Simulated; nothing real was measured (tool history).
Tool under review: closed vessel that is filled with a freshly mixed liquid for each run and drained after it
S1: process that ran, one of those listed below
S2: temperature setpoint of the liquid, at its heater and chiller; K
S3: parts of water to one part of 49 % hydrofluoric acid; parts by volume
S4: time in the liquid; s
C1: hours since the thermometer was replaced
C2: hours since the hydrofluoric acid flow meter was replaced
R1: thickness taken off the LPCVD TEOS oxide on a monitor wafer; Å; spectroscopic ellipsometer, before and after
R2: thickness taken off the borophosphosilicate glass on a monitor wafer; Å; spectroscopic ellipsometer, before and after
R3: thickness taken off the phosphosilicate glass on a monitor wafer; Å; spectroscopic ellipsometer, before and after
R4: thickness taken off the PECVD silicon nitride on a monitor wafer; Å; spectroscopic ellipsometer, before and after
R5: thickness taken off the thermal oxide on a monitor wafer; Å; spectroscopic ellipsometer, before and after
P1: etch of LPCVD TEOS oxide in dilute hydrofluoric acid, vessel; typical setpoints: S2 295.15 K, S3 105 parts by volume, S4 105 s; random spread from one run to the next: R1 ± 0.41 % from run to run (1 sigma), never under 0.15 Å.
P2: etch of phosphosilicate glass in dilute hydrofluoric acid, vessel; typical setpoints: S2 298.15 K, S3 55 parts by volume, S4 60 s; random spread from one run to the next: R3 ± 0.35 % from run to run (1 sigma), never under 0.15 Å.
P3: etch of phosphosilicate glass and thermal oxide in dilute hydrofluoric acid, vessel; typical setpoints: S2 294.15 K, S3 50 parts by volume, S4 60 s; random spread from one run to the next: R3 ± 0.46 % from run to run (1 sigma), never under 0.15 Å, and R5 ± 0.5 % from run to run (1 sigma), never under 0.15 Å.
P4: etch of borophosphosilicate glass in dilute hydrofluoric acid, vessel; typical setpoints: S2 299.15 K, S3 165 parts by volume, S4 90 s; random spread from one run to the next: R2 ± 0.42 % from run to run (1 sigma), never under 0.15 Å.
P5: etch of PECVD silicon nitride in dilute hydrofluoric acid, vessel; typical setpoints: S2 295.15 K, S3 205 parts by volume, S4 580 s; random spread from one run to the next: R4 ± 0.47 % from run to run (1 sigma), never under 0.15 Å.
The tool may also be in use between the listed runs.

Run 1, day 0.275: S1 P1, S2 295.15 K, S3 105 parts by volume, S4 105 s; C1 675.6; C2 867. Result: R1 156.85 Å.
Run 2, day 0.779: S1 P1, S2 295.15 K, S3 105 parts by volume, S4 30 s; C1 687.7; C2 879.1. Result: R1 45.048 Å.
Run 3, day 1.225: S1 P4, S2 292.65 K, S3 165 parts by volume, S4 90 s; C1 698.4; C2 889.8. Result: R2 198.03 Å.
Run 4, day 1.75: S1 P2, S2 302.65 K, S3 55 parts by volume, S4 60 s; C1 711; C2 902.4. Result: R3 981.28 Å.
Run 5, day 2.075: S1 P1, S2 290.15 K, S3 105 parts by volume, S4 105 s; C1 718.8; C2 910.2. Result: R1 127.63 Å.
Run 6, day 2.342: S1 P1, S2 295.15 K, S3 105 parts by volume, S4 105 s; C1 725.2; C2 916.6. Result: R1 156.2 Å.
Run 7, day 2.608: S1 P1, S2 300.65 K, S3 105 parts by volume, S4 170 s; C1 731.6; C2 923. Result: R1 315.92 Å.
Run 8, day 2.867: S1 P5, S2 295.15 K, S3 365 parts by volume, S4 580 s; C1 737.8; C2 929.2. Result: R4 34.958 Å.
Run 9, day 3.108: S1 P3, S2 301.65 K, S3 50 parts by volume, S4 60 s; C1 743.6; C2 935. Result: R3 905.76 Å, R5 70.193 Å.
Run 10, day 3.521: S1 P2, S2 298.15 K, S3 55 parts by volume, S4 120 s; C1 753.5; C2 944.9. Result: R3 1638.8 Å.
Run 11, day 3.85: S1 P1, S2 295.15 K, S3 105 parts by volume, S4 105 s; C1 761.4; C2 952.8. Result: R1 157.92 Å.
Run 12, day 4.217: S1 P5, S2 299.65 K, S3 205 parts by volume, S4 580 s; C1 770.2; C2 961.6. Result: R4 82.035 Å.
Run 13, day 4.704: S1 P1, S2 295.15 K, S3 105 parts by volume, S4 105 s; C1 781.9; C2 973.3. Result: R1 155.37 Å.
Run 14, day 5.196: S1 P4, S2 299.15 K, S3 165 parts by volume, S4 145 s; C1 793.7; C2 985.1. Result: R2 407.94 Å.
Run 15, day 5.442: S1 P5, S2 295.15 K, S3 205 parts by volume, S4 580 s; C1 799.6; C2 991. Result: R4 61.123 Å.
Run 16, day 5.833: S1 P5, S2 295.15 K, S3 205 parts by volume, S4 325 s; C1 809; C2 1000.4. Result: R4 34.513 Å.
Run 17, day 6.167: S1 P2, S2 298.15 K, S3 55 parts by volume, S4 60 s; C1 817; C2 1008.4. Result: R3 822.01 Å.
Run 18, day 6.4: S1 P3, S2 294.15 K, S3 50 parts by volume, S4 95 s; C1 822.6; C2 1014. Result: R3 1061.3 Å, R5 82.12 Å.
Run 19, day 6.888: S1 P1, S2 295.15 K, S3 105 parts by volume, S4 105 s; C1 834.3; C2 1025.7. Result: R1 157.28 Å.
Run 20, day 7.117: S1 P1, S2 295.15 K, S3 140 parts by volume, S4 105 s; C1 839.8; C2 1031.2. Result: R1 112.58 Å.
Run 21, day 7.596: S1 P4, S2 299.15 K, S3 165 parts by volume, S4 90 s; C1 851.3; C2 1042.7. Result: R2 253.13 Å.
Run 22, day 8.112: S1 P4, S2 299.15 K, S3 75 parts by volume, S4 90 s; C1 863.7; C2 1055.1. Result: R2 623.99 Å.
Run 23, day 8.558: S1 P5, S2 295.15 K, S3 205 parts by volume, S4 580 s; C1 874.4; C2 1065.8. Result: R4 62.133 Å.
Run 24, day 8.938: S1 P1, S2 295.15 K, S3 105 parts by volume, S4 105 s; C1 883.5; C2 1074.9. Result: R1 156.81 Å.
Run 25, day 9.262: S1 P3, S2 294.15 K, S3 70 parts by volume, S4 60 s; C1 891.3; C2 1082.7. Result: R3 460.34 Å, R5 35.702 Å.
Run 26, day 9.671: S1 P3, S2 294.15 K, S3 50 parts by volume, S4 60 s; C1 901.1; C2 1092.5. Result: R3 669.92 Å, R5 51.536 Å.
Run 27, day 10.1: S1 P2, S2 298.15 K, S3 95 parts by volume, S4 60 s; C1 911.4; C2 1102.8. Result: R3 453.41 Å.
Run 28, day 10.375: S1 P3, S2 294.15 K, S3 50 parts by volume, S4 60 s; C1 918; C2 1109.4. Result: R3 665.87 Å, R5 51.064 Å.
Run 29, day 10.642: S1 P1, S2 295.15 K, S3 40 parts by volume, S4 105 s; C1 924.4; C2 1115.8. Result: R1 446.35 Å.
Run 30, day 11.008: S1 P1, S2 295.15 K, S3 105 parts by volume, S4 105 s; C1 933.2; C2 1124.6. Result: R1 157.03 Å.
Run 31, day 11.254: S1 P1, S2 295.15 K, S3 165 parts by volume, S4 160 s; C1 939.1; C2 1130.5. Result: R1 141.72 Å.
Run 32, day 11.558: S1 P1, S2 295.15 K, S3 105 parts by volume, S4 195 s; C1 946.4; C2 1137.8. Result: R1 289.49 Å.
Run 33, day 12.067: S1 P1, S2 303.65 K, S3 105 parts by volume, S4 105 s; C1 958.6; C2 1150. Result: R1 218.45 Å.
Run 34, day 12.379: S1 P1, S2 295.15 K, S3 105 parts by volume, S4 105 s; C1 966.1; C2 1157.5. Result: R1 157.4 Å.
Run 35, day 12.75: S1 P1, S2 295.15 K, S3 105 parts by volume, S4 105 s; C1 975; C2 1166.4. Result: R1 163.69 Å.
Run 36, day 13.133: S1 P1, S2 295.15 K, S3 105 parts by volume, S4 105 s; C1 984.2; C2 1175.6. Result: R1 167.54 Å.
Run 37, day 13.479: S1 P1, S2 295.15 K, S3 105 parts by volume, S4 105 s; C1 992.5; C2 1183.9. Result: R1 169.38 Å.
Run 38, day 13.875: S1 P1, S2 295.15 K, S3 105 parts by volume, S4 105 s; C1 1002; C2 1193.4. Result: R1 170.13 Å.
Run 39, day 14.379: S1 P1, S2 295.15 K, S3 105 parts by volume, S4 105 s; C1 1014.1; C2 1205.5. Result: R1 171.66 Å.
Run 40, day 14.825: S1 P1, S2 295.15 K, S3 105 parts by volume, S4 105 s; C1 1024.8; C2 1216.2. Result: R1 172.34 Å.
Run 41, day 15.088: S1 P1, S2 295.15 K, S3 105 parts by volume, S4 105 s; C1 1031.1; C2 1222.5. Result: R1 173.25 Å.

The log shows P1 creeping away from where it was. Any of the 2 causes listed here, at the size stated for it, fits the log just as well as the others:
A: hydrofluoric acid flow above the setpoint (%) = 8.75
B: liquid hotter than its thermometer reads (K) = 2.36
Onset of the creep was near day 12.379.

Of the 4 check runs listed below, each run on one wafer and each result written as a question mark, which would let you distinguish the listed causes because they would give clearly different results?
Run check 1, day 15.35: S1 P3, S2 298.65 K, S3 50 parts by volume, S4 85 s. Result: R3 ?, R5 ?.
Run check 2, day 15.35: S1 P5, S2 298.65 K, S3 325 parts by volume, S4 580 s. Result: R4 ?.
Run check 3, day 15.35: S1 P2, S2 302.15 K, S3 55 parts by volume, S4 110 s. Result: R3 ?.
Run check 4, day 15.35: S1 P4, S2 299.15 K, S3 115 parts by volume, S4 90 s. Result: R2 ?.

Check results expected under each cause:
  check  result    if A    if B
check 1      R3    1243  1250.1
check 1      R5  96.176  96.728
check 2      R4  52.622  55.603
check 3      R3  1930.6  1933.4
check 4      R2  424.46  421.99
Gap, in per cent, between the two causes that each check separates least, read from the result that separates them most: check 1 0.57 %; check 2 5.51 %; check 3 0.14 %; check 4 0.58 %
Only check 2 tells the causes apart: in the others they would give nearly the same result.

After running check 2, the following was obtained: R4 55.675 Å. Which cause does this point to?

It is B: liquid hotter than its thermometer reads (K).
